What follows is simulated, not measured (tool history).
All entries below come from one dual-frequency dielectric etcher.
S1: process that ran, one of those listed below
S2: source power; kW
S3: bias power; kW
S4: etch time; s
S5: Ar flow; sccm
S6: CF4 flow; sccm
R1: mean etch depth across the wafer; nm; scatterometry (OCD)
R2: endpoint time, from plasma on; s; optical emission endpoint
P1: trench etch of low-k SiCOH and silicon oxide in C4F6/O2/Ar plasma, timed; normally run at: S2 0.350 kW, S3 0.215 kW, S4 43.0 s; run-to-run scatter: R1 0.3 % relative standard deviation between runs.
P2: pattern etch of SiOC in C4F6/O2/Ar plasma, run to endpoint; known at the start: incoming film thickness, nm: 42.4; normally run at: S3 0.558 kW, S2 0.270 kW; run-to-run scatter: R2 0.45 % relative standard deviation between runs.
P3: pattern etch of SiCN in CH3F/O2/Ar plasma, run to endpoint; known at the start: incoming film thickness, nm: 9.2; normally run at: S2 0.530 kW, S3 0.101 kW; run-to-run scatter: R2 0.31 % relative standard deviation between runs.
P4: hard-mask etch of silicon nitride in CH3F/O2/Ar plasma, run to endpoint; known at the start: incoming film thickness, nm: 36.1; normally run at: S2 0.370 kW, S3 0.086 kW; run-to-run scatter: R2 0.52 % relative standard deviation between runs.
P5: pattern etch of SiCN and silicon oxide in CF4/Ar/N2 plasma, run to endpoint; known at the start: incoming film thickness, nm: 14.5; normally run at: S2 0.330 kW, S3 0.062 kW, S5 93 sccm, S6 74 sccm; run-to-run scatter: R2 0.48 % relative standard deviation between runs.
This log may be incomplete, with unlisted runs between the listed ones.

run 1 hour=10.1 | S1=P1 S2=0.350 S3=0.215 S4=43.0 | R1=143.960
run 2 hour=19.0 | S1=P1 S2=0.350 S3=0.215 S4=43.0 | R1=143.380
run 3 hour=26.7 | S1=P1 S2=0.350 S3=0.215 S4=43.0 | R1=143.070
run 4 hour=36.2 | S1=P3 S2=0.530 S3=0.101 | R2=19.802
run 5 hour=44.0 | S1=P5 S2=0.400 S3=0.062 S5=93 S6=74 | R2=19.103
run 6 hour=50.8 | S1=P4 S2=0.300 S3=0.086 | R2=53.692
run 7 hour=57.9 | S1=P1 S2=0.350 S3=0.131 S4=43.0 | R1=122.680
run 8 hour=70.6 | S1=P1 S2=0.350 S3=0.215 S4=23.5 | R1=78.626
run 9 hour=82.9 | S1=P5 S2=0.330 S3=0.062 S5=93 S6=102 | R2=21.447
run 10 hour=91.4 | S1=P2 S2=0.270 S3=0.558 | R2=15.287
run 11 hour=98.6 | S1=P1 S2=0.350 S3=0.253 S4=33.5 | R1=117.610
run 12 hour=111.0 | S1=P3 S2=0.530 S3=0.101 | R2=19.841
run 13 hour=119.5 | S1=P1 S2=0.460 S3=0.215 S4=43.0 | R1=159.670
run 14 hour=127.3 | S1=P1 S2=0.350 S3=0.215 S4=55.0 | R1=183.720
-- hour=132.6 bias power generator calibrated
run 15 hour=134.5 | S1=P5 S2=0.330 S3=0.083 S5=93 S6=74 | R2=20.284
run 16 hour=140.8 | S1=P3 S2=0.330 S3=0.101 | R2=23.499
run 17 hour=152.8 | S1=P5 S2=0.330 S3=0.062 S5=93 S6=74 | R2=22.646
run 18 hour=164.3 | S1=P2 S2=0.270 S3=0.327 | R2=18.407
run 19 hour=176.9 | S1=P4 S2=0.370 S3=0.066 | R2=54.914
run 20 hour=187.1 | S1=P3 S2=0.530 S3=0.060 | R2=23.892
run 21 hour=195.1 | S1=P2 S2=0.180 S3=0.558 | R2=17.642
run 22 hour=202.7 | S1=P1 S2=0.350 S3=0.288 S4=43.0 | R1=158.470
run 23 hour=214.0 | S1=P1 S2=0.200 S3=0.215 S4=43.0 | R1=115.990
run 24 hour=220.8 | S1=P4 S2=0.370 S3=0.086 | R2=49.692
run 25 hour=232.1 | S1=P1 S2=0.350 S3=0.215 S4=43.0 | R1=143.070
run 26 hour=241.5 | S1=P1 S2=0.350 S3=0.215 S4=43.0 | R1=143.340
run 27 hour=250.8 | S1=P5 S2=0.330 S3=0.062 S5=116 S6=74 | R2=23.313
run 28 hour=260.9 | S1=P1 S2=0.350 S3=0.215 S4=43.0 | R1=143.310
run 29 hour=268.4 | S1=P1 S2=0.350 S3=0.215 S4=43.0 | R1=144.900
run 30 hour=279.3 | S1=P1 S2=0.350 S3=0.215 S4=43.0 | R1=145.450
run 31 hour=287.8 | S1=P1 S2=0.350 S3=0.215 S4=43.0 | R1=145.250
-- hour=298.2 wet clean of the chamber
run 32 hour=299.9 | S1=P1 S2=0.350 S3=0.215 S4=43.0 | R1=145.620
run 33 hour=308.3 | S1=P1 S2=0.350 S3=0.215 S4=43.0 | R1=145.570
run 34 hour=315.2 | S1=P1 S2=0.350 S3=0.215 S4=43.0 | R1=145.220

Run 35 is up next; what results do you expect?
run 35 hour=328.6 | S1=P1 S2=0.350 S3=0.215 S4=43.0 | R1=?

R1: 145.340 nm
